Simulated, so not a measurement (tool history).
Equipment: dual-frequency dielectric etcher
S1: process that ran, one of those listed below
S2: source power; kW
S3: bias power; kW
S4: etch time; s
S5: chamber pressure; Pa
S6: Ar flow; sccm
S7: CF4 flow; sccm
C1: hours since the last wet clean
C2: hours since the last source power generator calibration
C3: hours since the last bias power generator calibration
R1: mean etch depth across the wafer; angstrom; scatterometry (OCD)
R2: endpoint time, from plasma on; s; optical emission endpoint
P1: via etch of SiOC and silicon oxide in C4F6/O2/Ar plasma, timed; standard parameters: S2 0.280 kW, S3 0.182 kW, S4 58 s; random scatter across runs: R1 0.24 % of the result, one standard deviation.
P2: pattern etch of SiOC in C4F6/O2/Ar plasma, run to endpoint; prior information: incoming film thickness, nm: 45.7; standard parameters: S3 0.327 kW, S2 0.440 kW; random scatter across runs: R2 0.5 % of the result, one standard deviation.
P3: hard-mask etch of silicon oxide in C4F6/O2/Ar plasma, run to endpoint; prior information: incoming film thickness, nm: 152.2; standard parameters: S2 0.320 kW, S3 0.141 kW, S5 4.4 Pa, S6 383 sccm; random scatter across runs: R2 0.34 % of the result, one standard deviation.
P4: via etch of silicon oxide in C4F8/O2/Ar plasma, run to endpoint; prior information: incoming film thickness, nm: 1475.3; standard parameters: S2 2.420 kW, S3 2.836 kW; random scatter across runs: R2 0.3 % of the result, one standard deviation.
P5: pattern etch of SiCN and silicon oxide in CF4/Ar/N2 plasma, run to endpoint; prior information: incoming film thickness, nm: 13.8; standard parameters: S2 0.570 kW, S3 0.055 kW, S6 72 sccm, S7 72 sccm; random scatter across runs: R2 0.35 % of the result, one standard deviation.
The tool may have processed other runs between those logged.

{"run": 1, "hour": 17.4, "S1": "P1", "S2": 0.28, "S3": 0.182, "S4": 58, "C1": 70.1, "C2": 1115.1, "C3": 1354.1, "R1": 561.05}
{"run": 2, "hour": 27.0, "S1": "P3", "S2": 0.32, "S3": 0.141, "S5": 4.4, "S6": 383, "C1": 79.7, "C2": 1124.7, "C3": 1363.7, "R2": 57.836}
{"run": 3, "hour": 43.0, "S1": "P4", "S2": 3.4, "S3": 2.836, "C1": 95.7, "C2": 1140.7, "C3": 1379.7, "R2": 217.96}
{"run": 4, "hour": 54.4, "S1": "P1", "S2": 0.28, "S3": 0.182, "S4": 58, "C1": 107.1, "C2": 1152.1, "C3": 1391.1, "R1": 560.55}
{"run": 5, "hour": 65.4, "S1": "P1", "S2": 0.28, "S3": 0.182, "S4": 58, "C1": 118.1, "C2": 1163.1, "C3": 1402.1, "R1": 557.42}
{"run": 6, "hour": 83.1, "S1": "P3", "S2": 0.32, "S3": 0.141, "S5": 4.4, "S6": 228, "C1": 135.8, "C2": 1180.8, "C3": 1419.8, "R2": 54.29}
{"run": 7, "hour": 95.6, "S1": "P1", "S2": 0.28, "S3": 0.182, "S4": 58, "C1": 148.3, "C2": 1193.3, "C3": 1432.3, "R1": 561.01}
{"run": 8, "hour": 113.0, "S1": "P1", "S2": 0.28, "S3": 0.182, "S4": 77, "C1": 165.7, "C2": 1210.7, "C3": 1449.7, "R1": 743.07}
{"run": 9, "hour": 121.0, "S1": "P1", "S2": 0.28, "S3": 0.182, "S4": 58, "C1": 173.7, "C2": 1218.7, "C3": 1457.7, "R1": 560.49}
{"run": 10, "hour": 128.9, "S1": "P1", "S2": 0.28, "S3": 0.182, "S4": 58, "C1": 181.6, "C2": 1226.6, "C3": 1465.6, "R1": 563.26}
{"run": 11, "hour": 144.3, "S1": "P1", "S2": 0.36, "S3": 0.182, "S4": 58, "C1": 197.0, "C2": 1242.0, "C3": 1481.0, "R1": 617.76}
{"run": 12, "hour": 159.3, "S1": "P5", "S2": 0.57, "S3": 0.055, "S6": 72, "S7": 89, "C1": 212.0, "C2": 1257.0, "C3": 1496.0, "R2": 12.995}
{"run": 13, "hour": 174.6, "S1": "P4", "S2": 2.42, "S3": 3.669, "C1": 227.3, "C2": 1272.3, "C3": 1511.3, "R2": 230.07}
{"run": 14, "hour": 192.6, "S1": "P5", "S2": 0.57, "S3": 0.043, "S6": 72, "S7": 72, "C1": 245.3, "C2": 1290.3, "C3": 1529.3, "R2": 14.216}
{"run": 15, "hour": 207.3, "S1": "P5", "S2": 0.57, "S3": 0.055, "S6": 48, "S7": 72, "C1": 260.0, "C2": 1305.0, "C3": 1544.0, "R2": 12.619}
{"run": 16, "hour": 218.4, "S1": "P1", "S2": 0.28, "S3": 0.247, "S4": 58, "C1": 271.1, "C2": 1316.1, "C3": 1555.1, "R1": 621.75}
{"run": 17, "hour": 233.7, "S1": "P5", "S2": 0.37, "S3": 0.055, "S6": 72, "S7": 72, "C1": 286.4, "C2": 1331.4, "C3": 1570.4, "R2": 19.719}
{"run": 18, "hour": 250.4, "S1": "P1", "S2": 0.18, "S3": 0.122, "S4": 58, "C1": 303.1, "C2": 1348.1, "C3": 1587.1, "R1": 416.68}
{"run": 19, "hour": 267.6, "S1": "P2", "S2": 0.44, "S3": 0.327, "C1": 320.3, "C2": 1365.3, "C3": 1604.3, "R2": 17.401}
{"run": 20, "hour": 276.0, "S1": "P3", "S2": 0.19, "S3": 0.141, "S5": 4.4, "S6": 383, "C1": 328.7, "C2": 1373.7, "C3": 1612.7, "R2": 70.269}
{"run": 21, "hour": 293.3, "S1": "P1", "S2": 0.28, "S3": 0.182, "S4": 58, "C1": 346.0, "C2": 1391.0, "C3": 1630.0, "R1": 557.42}
{"run": 22, "hour": 311.4, "S1": "P1", "S2": 0.28, "S3": 0.114, "S4": 43, "C1": 364.1, "C2": 1409.1, "C3": 1648.1, "R1": 359.58}
{"run": 23, "hour": 323.6, "S1": "P5", "S2": 0.57, "S3": 0.055, "S6": 72, "S7": 72, "C1": 376.3, "C2": 1421.3, "C3": 1660.3, "R2": 13.358}
{"run": 24, "hour": 334.4, "S1": "P3", "S2": 0.32, "S3": 0.097, "S5": 4.4, "S6": 383, "C1": 387.1, "C2": 1432.1, "C3": 1671.1, "R2": 64.149}
{"run": 25, "hour": 349.8, "S1": "P1", "S2": 0.2, "S3": 0.182, "S4": 58, "C1": 402.5, "C2": 1447.5, "C3": 1686.5, "R1": 493.54}
{"run": 26, "hour": 363.8, "S1": "P3", "S2": 0.32, "S3": 0.141, "S5": 5.2, "S6": 383, "C1": 416.5, "C2": 1461.5, "C3": 1700.5, "R2": 58.715}
{"run": 27, "hour": 375.2, "S1": "P4", "S2": 2.42, "S3": 2.836, "C1": 427.9, "C2": 1472.9, "C3": 1711.9, "R2": 249.52}
{"run": 28, "hour": 387.7, "S1": "P1", "S2": 0.28, "S3": 0.182, "S4": 32, "C1": 440.4, "C2": 1485.4, "C3": 1724.4, "R1": 308.49}
{"run": 29, "hour": 400.2, "S1": "P2", "S2": 0.33, "S3": 0.327, "C1": 452.9, "C2": 1497.9, "C3": 1736.9, "R2": 19.404}
{"run": 30, "hour": 418.0, "S1": "P2", "S2": 0.44, "S3": 0.465, "C1": 470.7, "C2": 1515.7, "C3": 1754.7, "R2": 15.458}
{"run": 31, "hour": 431.7, "S1": "P1", "S2": 0.28, "S3": 0.134, "S4": 58, "C1": 484.4, "C2": 1529.4, "C3": 1768.4, "R1": 506.48}
{"run": 32, "hour": 443.9, "S1": "P1", "S2": 0.28, "S3": 0.182, "S4": 58, "C1": 496.6, "C2": 1541.6, "C3": 1780.6, "R1": 557.12}
{"run": 33, "hour": 454.4, "S1": "P1", "S2": 0.28, "S3": 0.182, "S4": 58, "C1": 507.1, "C2": 1552.1, "C3": 1791.1, "R1": 560.8}
{"run": 34, "hour": 471.2, "S1": "P1", "S2": 0.28, "S3": 0.182, "S4": 58, "C1": 523.9, "C2": 1568.9, "C3": 1807.9, "R1": 559.18}
{"run": 35, "hour": 484.3, "S1": "P1", "S2": 0.28, "S3": 0.182, "S4": 58, "C1": 537.0, "C2": 1582.0, "C3": 1821.0, "R1": 554.6}
{"run": 36, "hour": 492.9, "S1": "P1", "S2": 0.28, "S3": 0.182, "S4": 58, "C1": 545.6, "C2": 1590.6, "C3": 1829.6, "R1": 554.51}
{"hour": 504.9, "done": "wet clean of the chamber"}
{"run": 37, "hour": 506.1, "S1": "P1", "S2": 0.28, "S3": 0.182, "S4": 58, "C1": 1.2, "C2": 1603.8, "C3": 1842.8, "R1": 555.01}
{"run": 38, "hour": 518.8, "S1": "P1", "S2": 0.28, "S3": 0.182, "S4": 58, "C1": 13.9, "C2": 1616.5, "C3": 1855.5, "R1": 554.06}
{"run": 39, "hour": 534.3, "S1": "P1", "S2": 0.28, "S3": 0.182, "S4": 58, "C1": 29.4, "C2": 1632.0, "C3": 1871.0, "R1": 553.94}
{"run": 40, "hour": 543.9, "S1": "P1", "S2": 0.28, "S3": 0.182, "S4": 58, "C1": 39.0, "C2": 1641.6, "C3": 1880.6, "R1": 553.35}

The log shows P1 creeping away from where it was. Any of the 2 causes listed here, at the size stated for it, fits the log just as well as the others:
A: bias power that arrives under what is set, % = 3.87
B: source power that arrives under what is set, % = 3.33
Creep in the process output first set in at about hour 443.9.
Every other cause this tool's parts could produce, and why it does not fit the log:
chamber walls in a state that lowers the etch rate, %: work on it at hour 504.9, done after the drift set in, did not restore what the process gave before

Each of the check runs listed below is run on 2 wafers and reports their average, with the results left as question marks. Pick the one under which the possible causes would lead to clearly different results.
{"run": "check 1", "hour": 553.5, "S1": "P2", "S2": 0.34, "S3": 0.327, "R2": "?"}
{"run": "check 2", "hour": 553.5, "S1": "P3", "S2": 0.21, "S3": 0.121, "S5": 4.4, "S6": 383, "R2": "?"}
{"run": "check 3", "hour": 553.5, "S1": "P5", "S2": 0.57, "S3": 0.044, "S6": 54, "S7": 72, "R2": "?"}
{"run": "check 4", "hour": 553.5, "S1": "P4", "S2": 3.34, "S3": 2.836, "R2": "?"}

Expected result of each check under each candidate cause:
check=check_1 result=R2 if_A=19.503 if_B=19.480
check=check_2 result=R2 if_A=72.203 if_B=72.303
check=check_3 result=R2 if_A=13.761 if_B=14.044
check=check_4 result=R2 if_A=222.260 if_B=222.650
How far apart the two closest causes lie, in the result that separates them most: check 1 0.12 %; check 2 0.14 %; check 3 2.04 %; check 4 0.17 %
Only check 3 tells the causes apart: in the others they would give nearly the same result.

Here is what check 3 returned: R2 13.779 s. Which cause is it?

The cause is A: bias power that arrives under what is set, %.

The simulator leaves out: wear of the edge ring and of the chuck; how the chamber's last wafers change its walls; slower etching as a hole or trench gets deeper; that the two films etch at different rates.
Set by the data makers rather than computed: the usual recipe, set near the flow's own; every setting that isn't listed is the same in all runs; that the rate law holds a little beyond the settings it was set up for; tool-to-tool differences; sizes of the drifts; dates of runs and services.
